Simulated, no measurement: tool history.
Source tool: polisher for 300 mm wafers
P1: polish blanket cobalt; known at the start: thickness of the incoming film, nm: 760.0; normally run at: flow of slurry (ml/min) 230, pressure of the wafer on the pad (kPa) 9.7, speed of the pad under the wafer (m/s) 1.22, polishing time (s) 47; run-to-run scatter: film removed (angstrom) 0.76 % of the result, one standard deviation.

| run | day | flow of slurry (ml/min) | pressure of the wafer on the pad (kPa) | speed of the pad under the wafer (m/s) | polishing time (s) | wafers polished on this pad | hours since the slurry nozzle was cleaned | hours since the head pressure was calibrated | film removed (angstrom) |
|---|---|---|---|---|---|---|---|---|---|
| 1 | 0.725 | 230 | 9.7 | 1.22 | 47 | 550 | 495 | 488.9 | 2011.2 |
|  | 1.096 | worn pad replaced by a new one |
| 2 | 1.196 | 230 | 9.7 | 1.22 | 47 | 31 | 506.3 | 500.2 | 2015.2 |
| 3 | 1.75 | 230 | 9.7 | 1.22 | 47 | 199 | 519.6 | 513.5 | 2024.5 |
| 4 | 2.362 | 230 | 9.7 | 0.94 | 70 | 386 | 534.3 | 528.2 | 2294.2 |
| 5 | 2.867 | 230 | 9.7 | 1.22 | 47 | 539 | 546.4 | 540.3 | 2056.9 |
| 6 | 3.25 | 230 | 9.7 | 1.9 | 47 | 655 | 555.6 | 549.5 | 3086.6 |
| 7 | 3.692 | 230 | 14.5 | 1.22 | 47 | 790 | 566.2 | 560.1 | 3017.9 |
| 8 | 4.442 | 340 | 9.7 | 1.22 | 47 | 1018 | 584.2 | 578.1 | 2096.4 |
| 9 | 4.904 | 230 | 9.7 | 1.22 | 67 | 1158 | 595.3 | 589.2 | 2889.6 |
|  | 5.05 | head pressure recalibrated |
| 10 | 5.462 | 230 | 9.7 | 0.54 | 47 | 1328 | 608.7 | 9.9 | 906.72 |
| 11 | 5.988 | 230 | 4.1 | 1.22 | 47 | 1488 | 621.3 | 22.5 | 865.67 |
| 12 | 6.55 | 230 | 9.7 | 1.22 | 47 | 1659 | 634.8 | 36 | 2023.4 |
| 13 | 7.058 | 230 | 9.7 | 1.22 | 47 | 1813 | 647 | 48.2 | 2020.5 |
| 14 | 7.417 | 140 | 9.7 | 1.22 | 47 | 1922 | 655.6 | 56.8 | 1834.4 |
| 15 | 7.812 | 230 | 9.7 | 1.22 | 21 | 2042 | 665.1 | 66.3 | 900.13 |
| 16 | 8.392 | 230 | 9.7 | 1.22 | 47 | 2218 | 679 | 80.2 | 2011.3 |
| 17 | 9.088 | 230 | 9.7 | 1.22 | 47 | 2430 | 695.7 | 96.9 | 1986.1 |
| 18 | 9.792 | 230 | 9.7 | 1.22 | 47 | 2644 | 712.6 | 113.8 | 1981.1 |
| 19 | 10.196 | 230 | 9.7 | 1.22 | 47 | 2767 | 722.3 | 123.5 | 1946.3 |
| 20 | 10.775 | 230 | 9.7 | 1.22 | 47 | 2943 | 736.2 | 137.4 | 1954.7 |
| 21 | 11.342 | 230 | 9.7 | 1.22 | 47 | 3115 | 749.8 | 151 | 1933.8 |
| 22 | 12.058 | 230 | 9.7 | 1.22 | 47 | 3333 | 767 | 168.2 | 1938.8 |
|  | 12.267 | worn pad replaced by a new one |
| 23 | 12.754 | 230 | 9.7 | 1.22 | 47 | 149 | 783.7 | 184.9 | 1908.2 |
| 24 | 13.292 | 230 | 9.7 | 1.22 | 47 | 312 | 796.6 | 197.8 | 1882.9 |
| 25 | 13.862 | 230 | 9.7 | 1.22 | 47 | 486 | 810.3 | 211.5 | 1935.1 |
| 26 | 14.421 | 230 | 9.7 | 1.22 | 47 | 655 | 823.7 | 224.9 | 1917.8 |
| 27 | 14.829 | 230 | 9.7 | 1.22 | 47 | 779 | 833.5 | 234.7 | 1915.6 |

What P1 gives has crept off from where it sat before. The 2 causes that follow fit the log equally well, each at the size noted:
A: slurry flow missing at the pad, % = 29.6
B: head's pressure below its setpoint, % = 4.66
The onset of the drift is placed at about day 8.392.
The rest of the possible causes, and what rules out each one:
removal rate lost through wear of the pad, %: work on it at day 12.267, done after the drift set in, did not restore what the process gave before

Each of the check runs listed below is run on 5 wafers and reports their average, with the results left as question marks. Pick the one under which the possible causes would lead to clearly different results.
| check 1 | 15.238 | 230 | 9.7 | 0.6 | 32 |  |  |  | ? |
| check 2 | 15.238 | 275 | 12.4 | 1.22 | 47 |  |  |  | ? |
| check 3 | 15.238 | 230 | 4.8 | 1.22 | 65 |  |  |  | ? |
| check 4 | 15.238 | 145 | 9.7 | 1.8 | 47 |  |  |  | ? |

Outcome of each check run for each possible cause:
| check | result | if A | if B |
|---|---|---|---|
| check 1 | film removed (angstrom) | 644.15 | 644.19 |
| check 2 | film removed (angstrom) | 2539.2 | 2520.6 |
| check 3 | film removed (angstrom) | 1330.2 | 1330.3 |
| check 4 | film removed (angstrom) | 2589.7 | 2656.3 |
Separation of the two closest causes in each check, using whichever result separates them best: check 1 0.01 %; check 2 0.74 %; check 3 0.01 %; check 4 2.54 %
Check 4 tells the causes apart: in the others they would give nearly the same result.

Here is what check 4 returned: film removed (angstrom) 2661. Which cause is it?

Of the candidate causes, it is B: head's pressure below its setpoint, %.
